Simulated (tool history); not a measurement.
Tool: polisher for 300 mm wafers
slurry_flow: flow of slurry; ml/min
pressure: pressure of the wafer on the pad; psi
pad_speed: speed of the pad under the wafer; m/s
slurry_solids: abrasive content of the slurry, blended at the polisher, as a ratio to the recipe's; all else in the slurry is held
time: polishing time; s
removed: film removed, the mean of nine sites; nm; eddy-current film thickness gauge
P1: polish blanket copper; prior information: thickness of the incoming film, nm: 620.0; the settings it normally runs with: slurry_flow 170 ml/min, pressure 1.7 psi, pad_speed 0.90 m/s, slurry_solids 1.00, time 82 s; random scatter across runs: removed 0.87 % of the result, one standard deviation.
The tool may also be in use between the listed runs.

{"run": 1, "hour": 6.6, "slurry_flow": 170, "pressure": 1.7, "pad_speed": 0.9, "slurry_solids": 1.0, "time": 82, "removed": 113.92}
{"run": 2, "hour": 18.6, "slurry_flow": 170, "pressure": 1.7, "pad_speed": 0.9, "slurry_solids": 1.0, "time": 82, "removed": 115.96}
{"run": 3, "hour": 27.3, "slurry_flow": 170, "pressure": 1.7, "pad_speed": 0.58, "slurry_solids": 1.0, "time": 82, "removed": 73.705}
{"run": 4, "hour": 35.8, "slurry_flow": 170, "pressure": 1.7, "pad_speed": 0.9, "slurry_solids": 1.0, "time": 82, "removed": 114.71}
{"run": 5, "hour": 44.2, "slurry_flow": 170, "pressure": 1.7, "pad_speed": 0.9, "slurry_solids": 1.35, "time": 82, "removed": 120.93}
{"run": 6, "hour": 52.8, "slurry_flow": 170, "pressure": 2.3, "pad_speed": 0.9, "slurry_solids": 1.0, "time": 82, "removed": 154.77}
{"hour": 55.4, "done": "head pressure recalibrated"}
{"run": 7, "hour": 60.1, "slurry_flow": 170, "pressure": 1.7, "pad_speed": 0.9, "slurry_solids": 1.0, "time": 82, "removed": 113.32}
{"run": 8, "hour": 72.1, "slurry_flow": 260, "pressure": 1.7, "pad_speed": 0.9, "slurry_solids": 1.0, "time": 82, "removed": 120.02}
{"run": 9, "hour": 81.3, "slurry_flow": 170, "pressure": 1.7, "pad_speed": 0.9, "slurry_solids": 0.5, "time": 82, "removed": 97.271}
{"run": 10, "hour": 95.3, "slurry_flow": 215, "pressure": 1.7, "pad_speed": 0.9, "slurry_solids": 1.0, "time": 107, "removed": 155.42}
{"run": 11, "hour": 102.0, "slurry_flow": 170, "pressure": 1.7, "pad_speed": 0.9, "slurry_solids": 1.0, "time": 82, "removed": 114.89}
{"run": 12, "hour": 113.7, "slurry_flow": 100, "pressure": 1.7, "pad_speed": 0.9, "slurry_solids": 1.0, "time": 82, "removed": 101.87}
{"hour": 123.4, "done": "worn pad replaced by a new one"}
{"run": 13, "hour": 126.7, "slurry_flow": 170, "pressure": 1.0, "pad_speed": 0.9, "slurry_solids": 1.0, "time": 82, "removed": 66.979}
{"run": 14, "hour": 133.6, "slurry_flow": 170, "pressure": 1.7, "pad_speed": 1.3, "slurry_solids": 1.0, "time": 82, "removed": 164.1}
{"run": 15, "hour": 145.6, "slurry_flow": 170, "pressure": 1.7, "pad_speed": 0.9, "slurry_solids": 1.0, "time": 125, "removed": 174.28}
{"run": 16, "hour": 158.1, "slurry_flow": 170, "pressure": 1.7, "pad_speed": 0.9, "slurry_solids": 1.0, "time": 82, "removed": 113.46}
{"run": 17, "hour": 171.6, "slurry_flow": 170, "pressure": 1.7, "pad_speed": 0.9, "slurry_solids": 1.0, "time": 38, "removed": 52.895}
{"run": 18, "hour": 180.5, "slurry_flow": 170, "pressure": 1.7, "pad_speed": 0.9, "slurry_solids": 1.0, "time": 82, "removed": 113.55}
{"run": 19, "hour": 186.8, "slurry_flow": 170, "pressure": 1.7, "pad_speed": 0.9, "slurry_solids": 1.0, "time": 82, "removed": 112.49}
{"run": 20, "hour": 194.2, "slurry_flow": 170, "pressure": 1.7, "pad_speed": 0.9, "slurry_solids": 1.0, "time": 82, "removed": 110.52}
{"run": 21, "hour": 200.7, "slurry_flow": 170, "pressure": 1.7, "pad_speed": 0.9, "slurry_solids": 1.0, "time": 82, "removed": 110.38}
{"run": 22, "hour": 211.0, "slurry_flow": 170, "pressure": 1.7, "pad_speed": 0.9, "slurry_solids": 1.0, "time": 82, "removed": 107.59}
{"run": 23, "hour": 218.8, "slurry_flow": 170, "pressure": 1.7, "pad_speed": 0.9, "slurry_solids": 1.0, "time": 82, "removed": 107.81}
{"hour": 228.8, "done": "worn pad replaced by a new one"}
{"run": 24, "hour": 229.6, "slurry_flow": 170, "pressure": 1.7, "pad_speed": 0.9, "slurry_solids": 1.0, "time": 82, "removed": 106.81}
{"run": 25, "hour": 243.2, "slurry_flow": 170, "pressure": 1.7, "pad_speed": 0.9, "slurry_solids": 1.0, "time": 82, "removed": 107.93}
{"hour": 247.3, "done": "head pressure recalibrated"}
{"run": 26, "hour": 255.2, "slurry_flow": 170, "pressure": 1.7, "pad_speed": 0.9, "slurry_solids": 1.0, "time": 82, "removed": 106.97}
{"run": 27, "hour": 263.4, "slurry_flow": 170, "pressure": 1.7, "pad_speed": 0.9, "slurry_solids": 1.0, "time": 82, "removed": 105.11}
{"run": 28, "hour": 273.4, "slurry_flow": 170, "pressure": 1.7, "pad_speed": 0.9, "slurry_solids": 1.0, "time": 82, "removed": 105.8}
{"run": 29, "hour": 280.7, "slurry_flow": 170, "pressure": 1.7, "pad_speed": 0.9, "slurry_solids": 1.0, "time": 82, "removed": 104.69}

The log shows P1 creeping away from where it was. Any of the 2 causes listed here, at the size stated for it, fits the log just as well as the others:
A: abrasive missing from the slurry, % = 31.1
B: slurry flow missing at the pad, % = 34
The process output started creeping at around hour 180.5.
What rules out each remaining cause:
removal rate lost through wear of the pad, %: serviced at hour 228.8, after the change had begun; the process did not return to its earlier output
head's pressure below its setpoint, %: serviced at hour 247.3, after the change had begun; the process did not return to its earlier output

The 4 check runs listed below each average the results of 5 wafers, and their outcomes are marked with question marks. Under which run would the listed causes produce clearly different results?
{"run": "check 1", "hour": 288.0, "slurry_flow": 170, "pressure": 1.7, "pad_speed": 1.2, "slurry_solids": 1.0, "time": 82, "removed": "?"}
{"run": "check 2", "hour": 288.0, "slurry_flow": 170, "pressure": 2.3, "pad_speed": 1.26, "slurry_solids": 1.0, "time": 82, "removed": "?"}
{"run": "check 3", "hour": 288.0, "slurry_flow": 120, "pressure": 1.7, "pad_speed": 0.9, "slurry_solids": 1.0, "time": 122, "removed": "?"}
{"run": "check 4", "hour": 288.0, "slurry_flow": 170, "pressure": 1.1, "pad_speed": 0.9, "slurry_solids": 0.55, "time": 82, "removed": "?"}

What each check would give under each cause:
check=check_1 result=removed if_A=140.930 if_B=140.930
check=check_2 result=removed if_A=200.210 if_B=200.210
check=check_3 result=removed if_A=147.610 if_B=143.450
check=check_4 result=removed if_A=60.809 if_B=60.450
Per check, the gap between the least separated pair of causes, taken in the result that splits them most: check 1 0 %; check 2 0 %; check 3 2.86 %; check 4 0.59 %
Only check 3 tells the causes apart: in the others they would give nearly the same result.

Here is what check 3 returned: removed 143.060 nm. Which cause is it?

The cause is B: slurry flow missing at the pad, %.
